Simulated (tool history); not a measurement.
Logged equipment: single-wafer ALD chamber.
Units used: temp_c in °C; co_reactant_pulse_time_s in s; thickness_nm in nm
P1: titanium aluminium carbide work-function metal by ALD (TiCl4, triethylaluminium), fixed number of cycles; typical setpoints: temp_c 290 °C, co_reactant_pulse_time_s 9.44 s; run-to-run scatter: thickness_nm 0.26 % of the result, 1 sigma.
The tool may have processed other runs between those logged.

run	hour	temp_c	co_reactant_pulse_time_s	thickness_nm
1	9.3	290	9.44	1.889
2	22.1	265	9.44	1.6781
3	32.3	290	9.44	1.8769
4	42.5	290	9.44	1.8874
5	55.8	290	9.44	1.8894
6	63.4	290	9.44	1.8879
7	69.8	279	12.79	1.842
8	80.6	290	9.44	1.8921
9	87.3	312	9.44	2.0825
10	95.8	290	4.25	1.5056
11	102.2	279	6.25	1.651
12	113.1	290	12.43	1.9314
13	119.7	274	15.4	1.815
14	131.1	290	9.44	1.8843
15	142.5	290	9.44	1.8748
16	149.4	290	9.44	1.8675
17	163.7	290	9.44	1.8592
18	175.5	290	9.44	1.851
19	183.8	290	9.44	1.8557
20	193.8	290	9.44	1.8447
21	207.4	290	9.44	1.8506
22	215.2	290	9.44	1.849
23	222.8	290	9.44	1.8456
24	235.4	290	9.44	1.8511

The log shows P1 creeping away from where it was. Any of the 2 causes listed here, at the size stated for it, fits the log just as well as the others:
A: triethylaluminium dose below that of a fresh bottle (%) = 12.8
B: wafer temperature below the value expected at the setpoint (K) = 4.61
The gradual shift began around hour 131.1.

Consider the 4 single-wafer check runs listed below, results given as question marks: which one distinguishes between the causes by giving clearly different results for each?
check 1	248	300	6.24	?
check 2	248	266	9.44	?
check 3	248	268	9.44	?
check 4	248	277	9.44	?

Check results expected under each cause:
check	result	if A	if B
check 1	thickness_nm	1.7375	1.7769
check 2	thickness_nm	1.651	1.6479
check 3	thickness_nm	1.6672	1.6644
check 4	thickness_nm	1.7407	1.739
Separation of the two closest causes in each check, using whichever result separates them best: check 1 2.24 %; check 2 0.19 %; check 3 0.17 %; check 4 0.1 %
Check 1 tells the causes apart: in the others they would give nearly the same result.

Then check 1 was run and gave: thickness_nm 1.7762 nm. Which cause is it?

The cause is B: wafer temperature below the value expected at the setpoint (K).
